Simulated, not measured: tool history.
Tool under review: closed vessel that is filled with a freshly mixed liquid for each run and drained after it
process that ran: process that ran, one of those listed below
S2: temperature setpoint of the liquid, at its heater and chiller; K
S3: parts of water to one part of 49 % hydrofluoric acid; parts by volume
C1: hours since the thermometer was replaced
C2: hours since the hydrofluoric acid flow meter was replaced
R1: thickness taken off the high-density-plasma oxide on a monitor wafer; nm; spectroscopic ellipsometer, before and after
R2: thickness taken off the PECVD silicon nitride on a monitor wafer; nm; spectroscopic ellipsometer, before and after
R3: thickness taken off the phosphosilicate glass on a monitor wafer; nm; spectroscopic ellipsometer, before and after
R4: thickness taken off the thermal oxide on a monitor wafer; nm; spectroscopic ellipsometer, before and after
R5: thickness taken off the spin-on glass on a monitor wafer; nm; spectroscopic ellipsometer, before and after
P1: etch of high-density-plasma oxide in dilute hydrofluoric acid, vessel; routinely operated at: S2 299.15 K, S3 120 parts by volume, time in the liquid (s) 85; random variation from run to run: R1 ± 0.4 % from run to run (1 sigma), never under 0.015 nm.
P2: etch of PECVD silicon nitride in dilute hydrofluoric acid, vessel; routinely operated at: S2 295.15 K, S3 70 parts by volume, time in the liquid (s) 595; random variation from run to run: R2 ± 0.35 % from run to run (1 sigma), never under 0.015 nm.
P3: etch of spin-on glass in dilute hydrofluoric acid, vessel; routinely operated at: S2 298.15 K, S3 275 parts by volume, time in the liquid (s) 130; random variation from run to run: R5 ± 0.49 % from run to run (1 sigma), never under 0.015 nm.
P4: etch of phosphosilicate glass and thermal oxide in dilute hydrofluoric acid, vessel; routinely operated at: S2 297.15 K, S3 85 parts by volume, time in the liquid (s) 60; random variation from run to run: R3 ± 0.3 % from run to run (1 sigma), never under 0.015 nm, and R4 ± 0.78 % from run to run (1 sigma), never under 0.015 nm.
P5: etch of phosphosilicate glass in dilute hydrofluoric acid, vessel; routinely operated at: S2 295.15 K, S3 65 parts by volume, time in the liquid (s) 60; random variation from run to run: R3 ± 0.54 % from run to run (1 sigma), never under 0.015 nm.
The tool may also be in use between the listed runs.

run 1 hour=10.2 | process_that_ran=P1 S2=299.15 S3=120 time_in_the_liquid_(s)=85 | C1=315 C2=487 | R1=5.6519
run 2 hour=22 | process_that_ran=P2 S2=303.15 S3=70 time_in_the_liquid_(s)=595 | C1=326.8 C2=498.8 | R2=28.665
run 3 hour=30.9 | process_that_ran=P4 S2=297.15 S3=125 time_in_the_liquid_(s)=60 | C1=335.7 C2=507.7 | R3=32.137 R4=2.2872
run 4 hour=36.7 | process_that_ran=P1 S2=299.15 S3=120 time_in_the_liquid_(s)=85 | C1=341.5 C2=513.5 | R1=5.6842
run 5 hour=49.4 | process_that_ran=P5 S2=295.15 S3=65 time_in_the_liquid_(s)=30 | C1=354.2 C2=526.2 | R3=57.987
run 6 hour=55.2 | process_that_ran=P5 S2=295.15 S3=20 time_in_the_liquid_(s)=60 | C1=360 C2=532 | R3=400.89
run 7 hour=65.9 | process_that_ran=P1 S2=303.15 S3=120 time_in_the_liquid_(s)=85 | C1=370.7 C2=542.7 | R1=6.5922
run 8 hour=75.9 | process_that_ran=P1 S2=299.15 S3=65 time_in_the_liquid_(s)=85 | C1=380.7 C2=552.7 | R1=11.254
run 9 hour=85.5 | process_that_ran=P1 S2=299.15 S3=120 time_in_the_liquid_(s)=45 | C1=390.3 C2=562.3 | R1=3.0046
run 10 hour=97.2 | process_that_ran=P2 S2=295.15 S3=100 time_in_the_liquid_(s)=595 | C1=402 C2=574 | R2=12.025
run 11 hour=103.5 | process_that_ran=P3 S2=298.15 S3=60 time_in_the_liquid_(s)=130 | C1=408.3 C2=580.3 | R5=75.309
run 12 hour=114.9 | process_that_ran=P3 S2=302.15 S3=275 time_in_the_liquid_(s)=130 | C1=419.7 C2=591.7 | R5=14.748
run 13 hour=122.3 | process_that_ran=P1 S2=295.15 S3=120 time_in_the_liquid_(s)=85 | C1=427.1 C2=599.1 | R1=4.8613
run 14 hour=129.7 | process_that_ran=P1 S2=299.15 S3=120 time_in_the_liquid_(s)=85 | C1=434.5 C2=606.5 | R1=5.653
run 15 hour=141.5 | process_that_ran=P3 S2=298.15 S3=275 time_in_the_liquid_(s)=240 | C1=446.3 C2=618.3 | R5=23.87
run 16 hour=151.7 | process_that_ran=P2 S2=295.15 S3=70 time_in_the_liquid_(s)=595 | C1=456.5 C2=628.5 | R2=16.916
run 17 hour=164.4 | process_that_ran=P1 S2=299.15 S3=120 time_in_the_liquid_(s)=85 | C1=469.2 C2=641.2 | R1=5.7382
run 18 hour=175.7 | process_that_ran=P4 S2=303.15 S3=85 time_in_the_liquid_(s)=60 | C1=480.5 C2=652.5 | R3=62.687 R4=4.4298
run 19 hour=183.1 | process_that_ran=P4 S2=297.15 S3=85 time_in_the_liquid_(s)=35 | C1=487.9 C2=659.9 | R3=28.877 R4=2.0326
run 20 hour=192.1 | process_that_ran=P4 S2=297.15 S3=85 time_in_the_liquid_(s)=60 | C1=496.9 C2=668.9 | R3=49.68 R4=3.4698
run 21 hour=198.5 | process_that_ran=P3 S2=298.15 S3=275 time_in_the_liquid_(s)=130 | C1=503.3 C2=675.3 | R5=12.876
run 22 hour=205.1 | process_that_ran=P5 S2=295.15 S3=65 time_in_the_liquid_(s)=60 | C1=509.9 C2=681.9 | R3=116.57
run 23 hour=215 | process_that_ran=P3 S2=298.15 S3=275 time_in_the_liquid_(s)=130 | C1=519.8 C2=691.8 | R5=12.744
run 24 hour=226.4 | process_that_ran=P2 S2=295.15 S3=70 time_in_the_liquid_(s)=1140 | C1=531.2 C2=703.2 | R2=32.39
run 25 hour=235.4 | process_that_ran=P1 S2=305.15 S3=120 time_in_the_liquid_(s)=125 | C1=540.2 C2=712.2 | R1=10.458
run 26 hour=246.8 | process_that_ran=P5 S2=299.65 S3=65 time_in_the_liquid_(s)=60 | C1=551.6 C2=723.6 | R3=137.58
run 27 hour=254.4 | process_that_ran=P1 S2=299.15 S3=165 time_in_the_liquid_(s)=85 | C1=559.2 C2=731.2 | R1=3.89
run 28 hour=262.9 | process_that_ran=P1 S2=299.15 S3=120 time_in_the_liquid_(s)=125 | C1=567.7 C2=739.7 | R1=8.399
run 29 hour=272.5 | process_that_ran=P4 S2=297.15 S3=85 time_in_the_liquid_(s)=60 | C1=577.3 C2=749.3 | R3=49.596 R4=3.434
run 30 hour=285 | process_that_ran=P1 S2=299.15 S3=120 time_in_the_liquid_(s)=85 | C1=589.8 C2=761.8 | R1=5.7241
run 31 hour=290.9 | process_that_ran=P5 S2=295.15 S3=65 time_in_the_liquid_(s)=60 | C1=595.7 C2=767.7 | R3=115.67
run 32 hour=302.1 | process_that_ran=P1 S2=299.15 S3=120 time_in_the_liquid_(s)=85 | C1=606.9 C2=778.9 | R1=5.6963
run 33 hour=308.8 | process_that_ran=P1 S2=299.15 S3=120 time_in_the_liquid_(s)=85 | C1=613.6 C2=785.6 | R1=5.6462
run 34 hour=318.9 | process_that_ran=P1 S2=299.15 S3=120 time_in_the_liquid_(s)=85 | C1=623.7 C2=795.7 | R1=5.5197
run 35 hour=326.3 | process_that_ran=P1 S2=299.15 S3=120 time_in_the_liquid_(s)=85 | C1=631.1 C2=803.1 | R1=5.438
run 36 hour=338.1 | process_that_ran=P1 S2=299.15 S3=120 time_in_the_liquid_(s)=85 | C1=642.9 C2=814.9 | R1=5.4316
run 37 hour=349.7 | process_that_ran=P1 S2=299.15 S3=120 time_in_the_liquid_(s)=85 | C1=654.5 C2=826.5 | R1=5.3833
run 38 hour=355.3 | process_that_ran=P1 S2=299.15 S3=120 time_in_the_liquid_(s)=85 | C1=660.1 C2=832.1 | R1=5.3782
run 39 hour=365.9 | process_that_ran=P1 S2=299.15 S3=120 time_in_the_liquid_(s)=85 | C1=670.7 C2=842.7 | R1=5.3862
run 40 hour=375 | process_that_ran=P1 S2=299.15 S3=120 time_in_the_liquid_(s)=85 | C1=679.8 C2=851.8 | R1=5.386
run 41 hour=386.6 | process_that_ran=P1 S2=299.15 S3=120 time_in_the_liquid_(s)=85 | C1=691.4 C2=863.4 | R1=5.3929
run 42 hour=392.9 | process_that_ran=P1 S2=299.15 S3=120 time_in_the_liquid_(s)=85 | C1=697.7 C2=869.7 | R1=5.3211
run 43 hour=400.2 | process_that_ran=P1 S2=299.15 S3=120 time_in_the_liquid_(s)=85 | C1=705 C2=877 | R1=5.3506

What P1 gives has crept away from where it was. These 2 causes fit the log equally well, each at the size given:
A: hydrofluoric acid flow below the setpoint (%) = 5.34
B: liquid colder than its thermometer reads (K) = 1.65
Onset of the creep was near hour 302.1.

Consider the 4 single-wafer check runs listed below, results given as question marks: which one distinguishes between the causes by giving clearly different results for each?
run check 1 hour=407.5 | process_that_ran=P5 S2=298.65 S3=65 time_in_the_liquid_(s)=60 | R3=?
run check 2 hour=407.5 | process_that_ran=P4 S2=303.15 S3=85 time_in_the_liquid_(s)=60 | R3=? R4=?
run check 3 hour=407.5 | process_that_ran=P3 S2=298.15 S3=70 time_in_the_liquid_(s)=240 | R5=?
run check 4 hour=407.5 | process_that_ran=P2 S2=302.15 S3=70 time_in_the_liquid_(s)=595 | R2=?

Expected result of each check under each candidate cause:
check=check_1 result=R3 if_A=125.58 if_B=124.72
check=check_2 result=R3 if_A=58.97 if_B=58.894
check=check_2 result=R4 if_A=4.126 if_B=4.1207
check=check_3 result=R5 if_A=110.99 if_B=110.26
check=check_4 result=R2 if_A=25.461 if_B=24.17
Smallest distance between any two causes, each pair judged by its most separating result, in per cent: check 1 0.69 %; check 2 0.13 %; check 3 0.67 %; check 4 5.21 %
Check 4 is the one run that separates the causes; every other check would come out nearly the same whichever cause is at work.

Check 4 was then run and gave: R2 24.192 nm. Which cause is it?

It is B: liquid colder than its thermometer reads (K).

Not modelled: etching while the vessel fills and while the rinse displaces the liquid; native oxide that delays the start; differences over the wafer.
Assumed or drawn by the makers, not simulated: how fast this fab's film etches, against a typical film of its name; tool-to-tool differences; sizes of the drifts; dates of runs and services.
